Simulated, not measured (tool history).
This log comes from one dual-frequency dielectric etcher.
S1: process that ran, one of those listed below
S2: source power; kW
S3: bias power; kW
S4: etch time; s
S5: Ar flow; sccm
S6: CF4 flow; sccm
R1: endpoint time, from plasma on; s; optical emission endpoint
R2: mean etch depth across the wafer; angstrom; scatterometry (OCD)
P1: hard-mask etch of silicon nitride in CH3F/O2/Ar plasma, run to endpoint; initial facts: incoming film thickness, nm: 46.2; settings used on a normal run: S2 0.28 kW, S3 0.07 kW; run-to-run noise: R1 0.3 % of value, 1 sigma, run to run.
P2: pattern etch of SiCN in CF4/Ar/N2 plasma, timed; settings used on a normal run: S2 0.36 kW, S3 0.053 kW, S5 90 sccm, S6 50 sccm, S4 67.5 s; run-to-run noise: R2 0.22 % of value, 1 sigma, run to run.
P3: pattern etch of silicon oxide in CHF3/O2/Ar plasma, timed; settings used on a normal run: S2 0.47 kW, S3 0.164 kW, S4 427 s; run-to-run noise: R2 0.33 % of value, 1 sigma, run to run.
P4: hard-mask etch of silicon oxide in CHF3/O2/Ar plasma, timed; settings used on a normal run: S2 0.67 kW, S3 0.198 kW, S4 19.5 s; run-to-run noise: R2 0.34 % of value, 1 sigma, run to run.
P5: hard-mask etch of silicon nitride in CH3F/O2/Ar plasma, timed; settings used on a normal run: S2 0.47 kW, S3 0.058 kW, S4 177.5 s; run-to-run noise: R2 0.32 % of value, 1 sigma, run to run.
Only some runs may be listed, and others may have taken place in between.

run,hour,S1,S2,S3,S4,S5,S6,R1,R2
1,9.9,P1,0.28,0.07,,,,77.272,
2,24.2,P3,0.47,0.232,427,,,,8183.1
3,38.2,P1,0.28,0.07,,,,77.116,
4,49.2,P1,0.28,0.07,,,,76.937,
5,63.8,P3,0.47,0.164,427,,,,7206.2
6,75.4,P1,0.28,0.041,,,,91.542,
7,90.3,P5,0.65,0.058,177.5,,,,1371.4
8,101.7,P5,0.47,0.08,177.5,,,,1344.9
9,108.8,P1,0.18,0.07,,,,90.962,
10,123.1,P4,0.67,0.198,29,,,,635.23
11,131.3,P5,0.47,0.058,177.5,,,,1212.9
12,140.7,P5,0.47,0.058,246,,,,1664.3
13,150.7,P4,0.44,0.198,19.5,,,,364.63
14,162.1,P2,0.36,0.038,67.5,90,50,,362.68
15,169.3,P3,0.27,0.164,427,,,,5908.8
16,181.6,P2,0.36,0.053,67.5,90,50,,404.86
17,188.9,P5,0.47,0.058,177.5,,,,1212.3
# hour 189.5: source power generator calibrated
18,203.8,P2,0.36,0.053,67.5,114,50,,388.27
19,215.1,P1,0.39,0.07,,,,68.333,
20,225.4,P3,0.47,0.164,548,,,,9324.7
21,233,P2,0.36,0.053,67.5,90,40,,391.17
22,242.4,P2,0.28,0.053,67.5,90,50,,324.34
23,256.6,P4,0.67,0.198,19.5,,,,428.71
24,263.6,P1,0.28,0.07,,,,76.945,
25,277.7,P1,0.23,0.052,,,,91.687,
26,286.3,P1,0.28,0.07,,,,77.469,
27,297.1,P2,0.36,0.053,46,90,50,,276.47
28,309.9,P4,0.67,0.116,19.5,,,,358.56
29,318.3,P1,0.38,0.084,,,,64.435,
30,329,P1,0.28,0.09,,,,69.924,
31,344,P1,0.28,0.07,,,,77.069,
32,357.2,P1,0.28,0.07,,,,76.447,
33,370.4,P1,0.28,0.07,,,,76.005,
# hour 371: wet clean of the chamber
34,384.2,P1,0.28,0.07,,,,75.559,
35,391.9,P1,0.28,0.07,,,,76.263,
36,402.4,P1,0.28,0.07,,,,75.759,
37,410,P1,0.28,0.07,,,,76.097,

P1 has crept away from where it was. The log is fitted equally well by each of these 2 causes, at the sizes shown:
A: source power that arrives over what is set, % = 4.11
B: bias power that arrives over what is set, % = 4.42
Onset of the creep was near hour 344.
Each remaining cause and why it is not a fit:
chamber walls in a state that raises the etch rate, %: was serviced at hour 371, once the creep was under way, yet the earlier output never came back

Below are 4 check runs, each on a single wafer, with their results shown as question marks. Which of them would tell the listed causes apart, meaning the causes would give clearly different results under it?
check 1,417.6,P5,0.64,0.058,241,,,,?
check 2,417.6,P4,0.48,0.12,19.5,,,,?
check 3,417.6,P2,0.36,0.053,49,90,50,,?
check 4,417.6,P3,0.28,0.224,427,,,,?

If the cause were each of the candidates in turn, the checks would give the following:
check,result,if A,if B
check 1,R2,1882.6,1878.6
check 2,R2,324.41,323.72
check 3,R2,304.73,298.53
check 4,R2,6761.1,6767.2
How far apart the two closest causes lie, in the result that separates them most: check 1 0.21 %; check 2 0.21 %; check 3 2.05 %; check 4 0.09 %
Only in check 3 would the causes give clearly different results; in the remaining checks their results would be nearly the same.

With check 3 done, the readings were: R2 304.1 angstrom. Identify which of the listed causes applies.

The correct cause is A, namely: source power that arrives over what is set, %.

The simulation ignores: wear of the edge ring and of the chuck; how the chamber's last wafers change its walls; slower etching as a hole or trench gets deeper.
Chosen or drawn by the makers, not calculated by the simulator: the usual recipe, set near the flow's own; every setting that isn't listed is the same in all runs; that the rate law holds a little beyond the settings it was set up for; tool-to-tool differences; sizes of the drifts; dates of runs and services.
